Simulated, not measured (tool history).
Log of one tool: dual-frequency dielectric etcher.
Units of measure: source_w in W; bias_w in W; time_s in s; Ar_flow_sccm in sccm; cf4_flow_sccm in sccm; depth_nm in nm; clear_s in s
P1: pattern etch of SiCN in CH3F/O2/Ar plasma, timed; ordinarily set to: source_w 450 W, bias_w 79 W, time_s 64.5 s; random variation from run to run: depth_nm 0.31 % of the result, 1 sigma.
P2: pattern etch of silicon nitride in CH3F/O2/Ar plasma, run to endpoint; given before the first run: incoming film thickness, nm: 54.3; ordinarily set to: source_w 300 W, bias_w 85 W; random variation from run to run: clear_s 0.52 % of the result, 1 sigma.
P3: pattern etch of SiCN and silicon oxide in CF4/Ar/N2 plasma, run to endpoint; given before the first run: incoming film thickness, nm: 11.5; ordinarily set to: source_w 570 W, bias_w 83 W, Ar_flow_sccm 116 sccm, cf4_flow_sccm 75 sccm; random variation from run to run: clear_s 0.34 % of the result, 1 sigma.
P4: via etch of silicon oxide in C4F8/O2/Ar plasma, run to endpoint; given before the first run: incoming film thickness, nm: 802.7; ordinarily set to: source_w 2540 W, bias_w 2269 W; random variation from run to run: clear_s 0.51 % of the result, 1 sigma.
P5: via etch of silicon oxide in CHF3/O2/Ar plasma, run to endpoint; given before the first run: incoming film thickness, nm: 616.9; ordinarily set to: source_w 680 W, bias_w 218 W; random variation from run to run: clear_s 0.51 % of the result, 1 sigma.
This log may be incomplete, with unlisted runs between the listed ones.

run,hour,process,source_w,bias_w,time_s,Ar_flow_sccm,cf4_flow_sccm,hours since the last wet clean,hours since the last source power generator calibration,hours since the last bias power generator calibration,depth_nm,clear_s
1,3.3,P1,450,79,64.5,,,63.9,1944.3,1062.2,25.881,
2,9.1,P1,450,79,64.5,,,69.7,1950.1,1068,25.8,
3,13.3,P1,590,79,35.5,,,73.9,1954.3,1072.2,15.774,
4,17.3,P1,450,79,64.5,,,77.9,1958.3,1076.2,25.862,
5,20.3,P1,450,79,83.5,,,80.9,1961.3,1079.2,33.445,
6,23.9,P4,2540,2269,,,,84.5,1964.9,1082.8,,140.37
7,28,P1,450,79,64.5,,,88.6,1969,1086.9,25.899,
8,33.3,P4,2540,3106,,,,93.9,1974.3,1092.2,,127
9,37,P3,570,83,,116,75,97.6,1978,1095.9,,10.416
10,42.9,P2,300,54,,,,103.5,1983.9,1101.8,,96.909
11,45.8,P2,300,85,,,,106.4,1986.8,1104.7,,81.718
12,50.6,P2,180,85,,,,111.2,1991.6,1109.5,,100.59
13,56,P3,570,83,,116,94,116.6,1997,1114.9,,10.135
14,61,P5,680,218,,,,121.6,2002,1119.9,,276.05
15,66.2,P1,450,110,64.5,,,126.8,2007.2,1125.1,29.273,
16,69.8,P3,570,102,,116,75,130.4,2010.8,1128.7,,9.7324
17,73.6,P1,450,79,64.5,,,134.2,2014.6,1132.5,25.889,
18,78.6,P3,570,83,,116,75,139.2,2019.6,1137.5,,10.426
19,83.6,P5,680,218,,,,144.2,2024.6,1142.5,,276.79
20,89.7,P3,570,83,,77,75,150.3,2030.7,1148.6,,9.911
21,93.1,P1,450,79,37.5,,,153.7,2034.1,1152,15.085,
22,97.5,P1,560,79,64.5,,,158.1,2038.5,1156.4,28.158,
23,102,P1,620,54,64.5,,,162.6,2043,1160.9,25.917,
24,107.7,P4,3330,2269,,,,168.3,2048.7,1166.6,,125.86
25,111.4,P1,450,79,64.5,,,172,2052.4,1170.3,25.989,
26,115.9,P1,340,79,64.5,,,176.5,2056.9,1174.8,23.228,
27,121.6,P5,410,218,,,,182.2,2062.6,1180.5,,334.24
28,124.4,P1,450,59,64.5,,,185,2065.4,1183.3,23.246,
29,128,P1,290,64,64.5,,,188.6,2069,1186.9,20.4,
30,131.1,P5,680,285,,,,191.7,2072.1,1190,,251.33
31,134.5,P3,730,83,,116,75,195.1,2075.5,1193.4,,8.4016
32,139.2,P1,450,79,64.5,,,199.8,2080.2,1198.1,25.938,
33,145.7,P1,450,79,64.5,,,206.3,2086.7,1204.6,25.716,
34,150.6,P1,450,79,64.5,,,211.2,2091.6,1209.5,25.783,
35,153.4,P1,450,79,64.5,,,214,2094.4,1212.3,25.739,
36,157.5,P1,450,79,64.5,,,218.1,2098.5,1216.4,25.565,
37,162.5,P1,450,79,64.5,,,223.1,2103.5,1221.4,25.636,
38,165.4,P1,450,79,64.5,,,226,2106.4,1224.3,25.537,
39,171.2,P1,450,79,64.5,,,231.8,2112.2,1230.1,25.559,
40,174.5,P1,450,79,64.5,,,235.1,2115.5,1233.4,25.58,
41,180.4,P1,450,79,64.5,,,241,2121.4,1239.3,25.379,
# hour 180.8: wet clean of the chamber
42,184.6,P1,450,79,64.5,,,3.8,2125.6,1243.5,25.511,
43,190,P1,450,79,64.5,,,9.2,2131,1248.9,25.47,
44,193.2,P1,450,79,64.5,,,12.4,2134.2,1252.1,25.525,

Compared with where it was, what P1 gives has crept away. Each cause listed below fits the log as well as the rest, at the size given for it:
A: bias power that arrives under what is set, % = 4.33
B: source power that arrives under what is set, % = 4.11
Onset of the creep was near hour 145.7.
Excluded causes, each with its reason:
chamber walls in a state that lowers the etch rate, %: serviced at hour 180.8, which brought nothing back

Which of the 4 check runs listed below, each an average over 2 wafers with its results shown as question marks, gives clearly different results under the different listed causes?
check 1,196.4,P4,2540,3106,,,,,,,,?
check 2,196.4,P2,210,58,,,,,,,,?
check 3,196.4,P3,570,83,,95,75,,,,,?
check 4,196.4,P5,430,218,,,,,,,,?

Expected result of each check under each candidate cause:
check,result,if A,if B
check 1,clear_s,128.74,129.11
check 2,clear_s,109.76,109.85
check 3,clear_s,10.299,10.53
check 4,clear_s,333.01,333.03
Per check, the gap between the least separated pair of causes, taken in the result that splits them most: check 1 0.28 %; check 2 0.08 %; check 3 2.23 %; check 4 0.01 %
Check 3 tells the causes apart: in the others they would give nearly the same result.

With check 3 done, the readings were: clear_s 10.289 s. Identify which of the listed causes applies.

A is the cause: bias power that arrives under what is set, %.
